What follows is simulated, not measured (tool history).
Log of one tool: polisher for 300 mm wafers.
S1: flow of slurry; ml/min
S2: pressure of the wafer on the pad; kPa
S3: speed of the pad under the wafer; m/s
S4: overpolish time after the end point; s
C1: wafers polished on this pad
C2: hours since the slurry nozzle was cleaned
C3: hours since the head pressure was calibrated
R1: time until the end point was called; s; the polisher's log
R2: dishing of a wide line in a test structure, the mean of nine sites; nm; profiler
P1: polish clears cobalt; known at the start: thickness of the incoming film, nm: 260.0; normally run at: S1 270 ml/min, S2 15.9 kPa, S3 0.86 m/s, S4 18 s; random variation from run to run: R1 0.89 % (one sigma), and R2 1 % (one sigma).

run,day,S1,S2,S3,S4,C1,C2,C3,R1,R2
1,0.154,270,15.9,0.86,18,353,197.3,485.4,49.691,43.034
2,0.425,270,15.9,0.86,18,397,203.8,491.9,49.725,43.592
3,0.729,270,15.9,0.86,18,446,211.1,499.2,49.874,42.425
4,0.917,270,15.9,0.86,18,477,215.6,503.7,49.349,42.746
5,1.171,270,15.9,0.86,35,518,221.7,509.8,49.802,50.309
6,1.462,270,15.9,0.86,5,565,228.7,516.8,50.085,20.285
7,1.771,270,15.9,0.42,18,615,236.1,524.2,102.900,30.131
8,2.062,370,15.9,0.86,18,662,243.1,531.2,48.764,43.752
9,2.383,270,10.3,0.86,34,714,250.8,538.9,76.331,46.379
10,2.621,270,6.9,0.86,18,752,256.5,544.6,115.560,28.395
11,2.925,270,15.9,0.86,18,802,263.8,551.9,50.747,43.473
12,3.146,160,15.9,0.86,18,837,269.1,557.2,53.678,41.834
13,3.317,270,15.9,1.08,18,865,273.2,561.3,39.536,46.132
# day 3.442: head pressure recalibrated
14,3.588,270,15.9,0.86,18,909,279.7,3.6,50.602,43.011
15,3.817,270,22.8,0.86,18,946,285.2,9.1,35.050,47.444
16,4.008,270,15.9,0.86,18,977,289.8,13.7,49.822,43.229
17,4.325,270,15.9,0.86,18,1028,297.4,21.3,51.824,42.766
18,4.642,270,15.9,0.86,18,1079,305.0,28.9,51.964,43.006
19,4.875,270,15.9,0.86,18,1117,310.6,34.5,53.192,42.408
# day 5.067: head pressure recalibrated
20,5.088,270,15.9,0.86,18,1151,315.7,0.6,52.981,42.721
21,5.354,270,15.9,0.86,18,1194,322.1,7.0,51.695,42.425
22,5.633,270,15.9,0.86,18,1240,328.8,13.7,52.026,42.926
23,5.908,270,15.9,0.86,18,1284,335.4,20.3,53.160,41.772
24,6.133,270,15.9,0.86,18,1320,340.8,25.7,52.782,41.841

What P1 gives has crept away from where it was. These 2 causes fit the log equally well, each at the size given:
A: removal rate lost through wear of the pad, % = 5
B: slurry flow missing at the pad, % = 34.3
The creep began at about day 4.008.
Why every other cause is out:
head's pressure below its setpoint, %: serviced at day 5.067, which brought nothing back

4 check runs are offered, each on 5 wafers whose results are averaged, their results left as question marks. Which one tells the causes apart?
check 1,6.358,270,7.6,0.46,18,,,,?,?
check 2,6.358,160,15.9,0.86,25,,,,?,?
check 3,6.358,270,11.0,0.86,33,,,,?,?
check 4,6.358,270,15.9,0.50,5,,,,?,?

What each check would give under each cause:
check,result,if A,if B
check 1,R1,206.140,206.130
check 1,R2,18.395,18.396
check 2,R1,56.400,58.230
check 2,R2,45.975,45.567
check 3,R1,75.804,75.799
check 3,R2,45.973,45.974
check 4,R1,90.701,90.695
check 4,R2,12.427,12.428
How far apart the two closest causes lie, in the result that separates them most: check 1 0.01 %; check 2 3.19 %; check 3 0.01 %; check 4 0.01 %
Only check 2 tells the causes apart: in the others they would give nearly the same result.

Then check 2 was run and gave: R1 56.214 s; R2 45.773 nm. Which cause is it?

It is A: removal rate lost through wear of the pad, %.

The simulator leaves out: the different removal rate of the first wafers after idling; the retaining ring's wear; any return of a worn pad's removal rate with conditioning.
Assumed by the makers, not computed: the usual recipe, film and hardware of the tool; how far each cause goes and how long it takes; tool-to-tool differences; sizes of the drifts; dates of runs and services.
